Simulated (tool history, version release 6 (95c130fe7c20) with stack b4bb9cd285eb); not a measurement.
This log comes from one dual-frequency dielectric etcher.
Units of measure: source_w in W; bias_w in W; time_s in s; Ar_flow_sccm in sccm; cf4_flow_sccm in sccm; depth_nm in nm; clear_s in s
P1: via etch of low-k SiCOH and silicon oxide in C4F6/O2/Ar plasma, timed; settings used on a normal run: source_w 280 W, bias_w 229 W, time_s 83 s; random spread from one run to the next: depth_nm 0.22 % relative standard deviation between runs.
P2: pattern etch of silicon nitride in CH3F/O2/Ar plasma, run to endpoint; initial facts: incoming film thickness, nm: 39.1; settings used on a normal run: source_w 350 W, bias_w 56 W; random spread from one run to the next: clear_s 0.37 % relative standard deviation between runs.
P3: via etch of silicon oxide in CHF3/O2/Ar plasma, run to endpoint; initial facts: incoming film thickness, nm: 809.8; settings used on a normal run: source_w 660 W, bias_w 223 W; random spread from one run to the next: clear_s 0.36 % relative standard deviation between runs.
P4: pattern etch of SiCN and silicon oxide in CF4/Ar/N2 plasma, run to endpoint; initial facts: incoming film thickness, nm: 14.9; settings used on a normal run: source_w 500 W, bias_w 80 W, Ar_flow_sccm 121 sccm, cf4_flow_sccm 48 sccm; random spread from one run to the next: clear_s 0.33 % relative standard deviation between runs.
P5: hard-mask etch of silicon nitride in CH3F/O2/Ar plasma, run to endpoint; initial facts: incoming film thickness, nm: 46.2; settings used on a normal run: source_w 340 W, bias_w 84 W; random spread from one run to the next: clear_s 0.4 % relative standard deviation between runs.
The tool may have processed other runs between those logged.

run,day,process,source_w,bias_w,time_s,Ar_flow_sccm,cf4_flow_sccm,hours since the last wet clean,hours since the last source power generator calibration,hours since the last bias power generator calibration,depth_nm,clear_s
1,0.25,P1,280,229,83,,,170.3,639.8,1279.1,220.19,
2,0.392,P4,500,80,,121,48,173.7,643.2,1282.5,,16.663
3,0.533,P2,350,56,,,,177.1,646.6,1285.9,,63.514
4,0.704,P1,280,150,83,,,181.2,650.7,1290,191.04,
5,0.979,P1,280,229,83,,,187.8,657.3,1296.6,219.75,
6,1.208,P1,280,229,83,,,193.3,662.8,1302.1,218.94,
7,1.346,P1,280,229,83,,,196.6,666.1,1305.4,219.97,
8,1.488,P1,280,229,48.5,,,200,669.5,1308.8,128.45,
9,1.633,P4,310,80,,121,48,203.5,673,1312.3,,25.461
10,1.817,P4,500,80,,160,48,207.9,677.4,1316.7,,17.548
11,2.083,P1,280,229,101,,,214.3,683.8,1323.1,268.33,
12,2.342,P2,260,56,,,,220.5,690,1329.3,,71.282
13,2.596,P4,500,50,,121,48,226.6,696.1,1335.4,,19.724
14,2.85,P4,500,80,,121,48,232.7,702.2,1341.5,,16.809
15,3.033,P5,340,115,,,,237.1,706.6,1345.9,,59.807
16,3.167,P1,280,273,83,,,240.3,709.8,1349.1,233.98,
17,3.308,P5,220,84,,,,243.7,713.2,1352.5,,79.073
18,3.617,P1,280,229,83,,,251.1,720.6,1359.9,219.7,
19,3.842,P3,660,223,,,,256.5,726,1365.3,,366.1
# day 3.992: wet clean of the chamber
20,4.121,P2,350,56,,,,3.2,732.7,1372,,63.707
21,4.425,P1,280,229,83,,,10.5,740,1379.3,220.29,
22,4.688,P1,190,229,83,,,16.8,746.3,1385.6,189.64,
23,4.929,P3,660,174,,,,22.6,752.1,1391.4,,397.23
24,5.208,P1,200,229,54.5,,,29.3,758.8,1398.1,127.58,
25,5.488,P2,350,79,,,,36,765.5,1404.8,,56.494
26,5.638,P1,230,282,83,,,39.6,769.1,1408.4,218.75,
27,5.838,P4,500,80,,121,35,44.4,773.9,1413.2,,17.723
28,5.983,P1,360,229,83,,,47.9,777.4,1416.7,242.59,
29,6.271,P1,280,229,83,,,54.8,784.3,1423.6,219.3,
30,6.504,P5,340,84,,,,60.4,789.9,1429.2,,67.225
31,6.642,P3,850,223,,,,63.7,793.2,1432.5,,332.69
32,6.858,P1,280,229,83,,,68.9,798.4,1437.7,220.76,
33,7.167,P1,280,229,83,,,76.3,805.8,1445.1,218.38,
34,7.35,P1,280,229,83,,,80.7,810.2,1449.5,218.38,
35,7.517,P1,280,229,83,,,84.7,814.2,1453.5,216.87,
36,7.679,P1,280,229,83,,,88.6,818.1,1457.4,217.18,
37,7.975,P1,280,229,83,,,95.7,825.2,1464.5,217.19,
# day 8.129: wet clean of the chamber
38,8.212,P1,280,229,83,,,2.1,830.9,1470.2,215.7,
39,8.408,P1,280,229,83,,,6.8,835.6,1474.9,216.98,
40,8.646,P1,280,229,83,,,12.5,841.3,1480.6,216.32,

What P1 gives has crept off from where it sat before. The 2 causes that follow fit the log equally well, each at the size noted:
A: bias power that arrives under what is set, % = 4.68
B: source power that arrives under what is set, % = 4.17
The process output started creeping at around day 6.858.
Every other cause this tool's parts could produce, and why it does not fit the log:
chamber walls in a state that lowers the etch rate, %: serviced at day 8.129, after the drift had started, without restoring the earlier output

Consider the 4 check runs below, whose results appear as question marks and each of which averages 2 wafers. Which one distinguishes the causes, in that each cause would give it a clearly different result?
check 1,8.883,P3,750,186,,,,,,,,?
check 2,8.883,P2,280,78,,,,,,,,?
check 3,8.883,P5,240,111,,,,,,,,?
check 4,8.883,P4,500,65,,121,48,,,,,?

If the cause were each of the candidates in turn, the checks would give the following:
check,result,if A,if B
check 1,clear_s,376.59,376.76
check 2,clear_s,62.77,62.699
check 3,clear_s,70.025,69.83
check 4,clear_s,18.427,18.801
Distance between the nearest two causes, measured in the result of the check that separates them most: check 1 0.04 %; check 2 0.11 %; check 3 0.28 %; check 4 2.01 %
Check 4 distinguishes between the causes, while the remaining checks would return nearly the same result for all of them.

Check 4 has now been run. It gave: clear_s 18.826 s. Which of the candidate causes is it?

It was cause B: source power that arrives under what is set, %.
